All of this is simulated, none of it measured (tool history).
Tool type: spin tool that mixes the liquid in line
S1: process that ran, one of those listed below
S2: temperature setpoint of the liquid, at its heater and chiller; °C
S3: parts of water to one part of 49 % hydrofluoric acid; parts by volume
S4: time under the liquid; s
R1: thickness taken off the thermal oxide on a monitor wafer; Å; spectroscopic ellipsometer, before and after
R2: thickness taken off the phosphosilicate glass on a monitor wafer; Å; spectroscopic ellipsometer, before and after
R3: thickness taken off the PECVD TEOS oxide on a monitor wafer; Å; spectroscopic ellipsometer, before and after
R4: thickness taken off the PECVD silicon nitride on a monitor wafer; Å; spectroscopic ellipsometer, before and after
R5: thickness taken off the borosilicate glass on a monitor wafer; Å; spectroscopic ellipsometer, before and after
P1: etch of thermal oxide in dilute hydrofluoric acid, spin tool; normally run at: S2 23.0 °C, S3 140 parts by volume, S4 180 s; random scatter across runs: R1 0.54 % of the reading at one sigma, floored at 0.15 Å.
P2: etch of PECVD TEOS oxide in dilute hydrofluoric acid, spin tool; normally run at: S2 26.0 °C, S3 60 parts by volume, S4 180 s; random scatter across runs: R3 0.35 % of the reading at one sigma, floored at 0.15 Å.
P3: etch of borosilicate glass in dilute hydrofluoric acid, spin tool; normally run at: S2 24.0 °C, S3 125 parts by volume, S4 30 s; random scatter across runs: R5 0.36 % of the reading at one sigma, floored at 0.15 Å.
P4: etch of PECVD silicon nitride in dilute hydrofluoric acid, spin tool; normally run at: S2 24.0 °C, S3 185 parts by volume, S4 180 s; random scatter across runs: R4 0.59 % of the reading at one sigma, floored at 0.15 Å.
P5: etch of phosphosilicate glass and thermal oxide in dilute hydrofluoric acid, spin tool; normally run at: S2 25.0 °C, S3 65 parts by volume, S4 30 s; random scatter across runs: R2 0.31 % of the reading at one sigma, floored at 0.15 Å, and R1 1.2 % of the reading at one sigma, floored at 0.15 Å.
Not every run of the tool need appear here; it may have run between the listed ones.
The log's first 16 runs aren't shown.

run	hour	S1	S2	S3	S4	R1	R2	R3	R4	R5
17	85.1	P4	24.0	185	15				4.8203	
18	90.8	P4	32.0	185	180				89.4010	
19	96.3	P3	24.0	125	30					85.251
20	99.6	P1	23.0	140	180	57.499				
21	105.9	P2	31.0	60	180			422.73		
22	111.3	P1	17.5	140	180	46.754				
23	116.7	P3	24.0	195	30					50.759
24	119.9	P4	24.0	100	180				99.9260	
25	125.6	P3	24.0	125	15					42.132
26	130.2	P2	26.0	60	180			346.73		
27	136.0	P3	24.0	125	30					84.253

Run 28, settings as shown, results not yet in. Your forecast:
28	142.4	P4	24.0	185	180				?	

R4: 55.4020 Å

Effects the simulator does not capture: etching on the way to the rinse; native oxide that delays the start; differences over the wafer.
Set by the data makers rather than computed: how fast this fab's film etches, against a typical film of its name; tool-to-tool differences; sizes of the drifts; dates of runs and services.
